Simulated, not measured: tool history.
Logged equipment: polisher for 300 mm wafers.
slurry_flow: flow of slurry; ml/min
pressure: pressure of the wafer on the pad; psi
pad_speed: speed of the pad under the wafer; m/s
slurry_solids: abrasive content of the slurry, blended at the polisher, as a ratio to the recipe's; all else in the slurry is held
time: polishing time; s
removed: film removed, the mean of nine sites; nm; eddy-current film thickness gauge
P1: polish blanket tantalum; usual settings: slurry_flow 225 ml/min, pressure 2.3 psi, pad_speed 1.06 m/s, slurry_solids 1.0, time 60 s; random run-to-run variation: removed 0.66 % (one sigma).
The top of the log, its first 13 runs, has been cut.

run,day,slurry_flow,pressure,pad_speed,slurry_solids,time,removed
# day 7.429: slurry nozzle cleaned
14,7.675,335,2.3,1.06,1.0,60,99.327
15,8.121,225,2.3,1.40,1.0,34,71.578
16,8.492,225,2.3,1.06,1.0,60,95.670
17,9.033,275,2.3,1.46,1.0,60,135.560
18,9.550,225,2.3,0.48,1.0,60,43.538
19,10.142,225,2.3,1.06,1.0,91,146.240
20,10.738,225,2.3,1.68,1.0,60,154.590
21,11.450,225,2.3,1.06,1.0,60,95.595
22,12.096,225,2.3,1.06,1.0,60,94.427
23,12.658,225,2.3,1.06,1.0,60,93.135
24,13.408,225,2.3,1.06,1.0,60,91.536
# day 13.829: head pressure recalibrated
25,14.054,225,2.3,1.06,1.0,60,90.495
26,14.492,225,2.3,1.06,1.0,60,90.444

What does the tool deliver on the next run?
# day 14.854: slurry blender recalibrated
27,15.017,225,2.3,1.06,1.0,60,?

Run 27 came out at removed 91.258 nm.
